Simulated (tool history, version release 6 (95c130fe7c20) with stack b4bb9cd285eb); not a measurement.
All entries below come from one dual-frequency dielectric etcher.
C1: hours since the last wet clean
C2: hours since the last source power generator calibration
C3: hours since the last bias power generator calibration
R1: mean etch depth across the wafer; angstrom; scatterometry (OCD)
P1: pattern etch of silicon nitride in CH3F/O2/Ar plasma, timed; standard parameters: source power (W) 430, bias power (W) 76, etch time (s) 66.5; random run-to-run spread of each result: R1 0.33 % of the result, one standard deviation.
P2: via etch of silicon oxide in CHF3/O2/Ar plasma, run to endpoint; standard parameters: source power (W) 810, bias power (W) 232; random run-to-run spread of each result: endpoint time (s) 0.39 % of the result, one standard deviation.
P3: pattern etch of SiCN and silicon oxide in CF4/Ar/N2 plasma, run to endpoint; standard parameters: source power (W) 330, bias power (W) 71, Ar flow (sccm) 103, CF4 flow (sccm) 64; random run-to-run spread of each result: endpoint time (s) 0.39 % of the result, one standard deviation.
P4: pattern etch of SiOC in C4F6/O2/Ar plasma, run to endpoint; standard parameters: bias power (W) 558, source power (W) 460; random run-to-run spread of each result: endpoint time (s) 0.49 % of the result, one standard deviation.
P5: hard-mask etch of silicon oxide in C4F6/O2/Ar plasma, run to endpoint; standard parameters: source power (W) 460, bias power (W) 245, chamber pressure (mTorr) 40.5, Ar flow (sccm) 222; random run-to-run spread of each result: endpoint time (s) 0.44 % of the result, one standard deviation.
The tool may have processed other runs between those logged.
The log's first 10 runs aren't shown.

Run 11, hour 73.7: process that ran P5, source power (W) 630, bias power (W) 245, Ar flow (sccm) 222, chamber pressure (mTorr) 40.5; C1 187.5; C2 911.6; C3 1959.1. Result: endpoint time (s) 60.517.
Run 12, hour 82.0: process that ran P5, source power (W) 460, bias power (W) 245, Ar flow (sccm) 155, chamber pressure (mTorr) 40.5; C1 195.8; C2 919.9; C3 1967.4. Result: endpoint time (s) 65.715.
Run 13, hour 89.6: process that ran P3, source power (W) 200, bias power (W) 71, Ar flow (sccm) 103, CF4 flow (sccm) 64; C1 203.4; C2 927.5; C3 1975.0. Result: endpoint time (s) 30.670.
Run 14, hour 99.0: process that ran P1, source power (W) 530, bias power (W) 76, etch time (s) 96.5; C1 212.8; C2 936.9; C3 1984.4. Result: R1 787.50 angstrom.
Run 15, hour 106.1: process that ran P5, source power (W) 460, bias power (W) 245, Ar flow (sccm) 222, chamber pressure (mTorr) 32.5; C1 219.9; C2 944.0; C3 1991.5. Result: endpoint time (s) 66.774.
Run 16, hour 113.6: process that ran P5, source power (W) 460, bias power (W) 245, Ar flow (sccm) 222, chamber pressure (mTorr) 40.5; C1 227.4; C2 951.5; C3 1999.0. Result: endpoint time (s) 68.081.
Run 17, hour 121.5: process that ran P3, source power (W) 330, bias power (W) 71, Ar flow (sccm) 103, CF4 flow (sccm) 64; C1 235.3; C2 959.4; C3 2006.9. Result: endpoint time (s) 19.816.
Run 18, hour 130.0: process that ran P1, source power (W) 430, bias power (W) 76, etch time (s) 66.5; C1 243.8; C2 967.9; C3 2015.4. Result: R1 499.37 angstrom.
Run 19, hour 136.2: process that ran P1, source power (W) 430, bias power (W) 95, etch time (s) 66.5; C1 250.0; C2 974.1; C3 2021.6. Result: R1 539.50 angstrom.
Run 20, hour 146.3: process that ran P3, source power (W) 330, bias power (W) 71, Ar flow (sccm) 83, CF4 flow (sccm) 64; C1 260.1; C2 984.2; C3 2031.7. Result: endpoint time (s) 19.252.
Run 21, hour 154.5: process that ran P5, source power (W) 460, bias power (W) 147, Ar flow (sccm) 222, chamber pressure (mTorr) 40.5; C1 268.3; C2 992.4; C3 2039.9. Result: endpoint time (s) 80.171.
Run 22, hour 160.2: process that ran P4, source power (W) 260, bias power (W) 558; C1 274.0; C2 998.1; C3 2045.6. Result: endpoint time (s) 17.519.
Run 23, hour 167.0: process that ran P4, source power (W) 460, bias power (W) 558; C1 280.8; C2 1004.9; C3 2052.4. Result: endpoint time (s) 14.399.
Run 24, hour 171.6: process that ran P2, source power (W) 810, bias power (W) 232; C1 285.4; C2 1009.5; C3 2057.0. Result: endpoint time (s) 220.670.
Run 25, hour 179.3: process that ran P2, source power (W) 620, bias power (W) 232; C1 293.1; C2 1017.2; C3 2064.7. Result: endpoint time (s) 245.040.
Run 26, hour 188.8: process that ran P1, source power (W) 570, bias power (W) 76, etch time (s) 66.5; C1 302.6; C2 1026.7; C3 2074.2. Result: R1 557.43 angstrom.
Run 27, hour 196.6: process that ran P1, source power (W) 430, bias power (W) 76, etch time (s) 86.5; C1 310.4; C2 1034.5; C3 2082.0. Result: R1 648.92 angstrom.
Run 28, hour 201.3: process that ran P1, source power (W) 300, bias power (W) 76, etch time (s) 89.5; C1 315.1; C2 1039.2; C3 2086.7. Result: R1 584.73 angstrom.
Run 29, hour 211.0: process that ran P2, source power (W) 810, bias power (W) 288; C1 324.8; C2 1048.9; C3 2096.4. Result: endpoint time (s) 204.580.
Run 30, hour 218.0: process that ran P1, source power (W) 430, bias power (W) 76, etch time (s) 66.5; C1 331.8; C2 1055.9; C3 2103.4. Result: R1 500.14 angstrom.
Run 31, hour 228.1: process that ran P1, source power (W) 430, bias power (W) 76, etch time (s) 66.5; C1 341.9; C2 1066.0; C3 2113.5. Result: R1 498.64 angstrom.
Run 32, hour 236.9: process that ran P1, source power (W) 430, bias power (W) 76, etch time (s) 66.5; C1 350.7; C2 1074.8; C3 2122.3. Result: R1 496.67 angstrom.
Run 33, hour 246.4: process that ran P1, source power (W) 430, bias power (W) 76, etch time (s) 66.5; C1 360.2; C2 1084.3; C3 2131.8. Result: R1 495.44 angstrom.
Run 34, hour 254.8: process that ran P1, source power (W) 430, bias power (W) 76, etch time (s) 66.5; C1 368.6; C2 1092.7; C3 2140.2. Result: R1 492.96 angstrom.

Expected results for the next run?
At hour 256.5: wet clean of the chamber.
Run 35, hour 263.4: process that ran P1, source power (W) 430, bias power (W) 76, etch time (s) 66.5; C1 7.0; C2 1101.3; C3 2148.8. Result: R1 ?.

Run 35 yielded R1 492.98 angstrom.
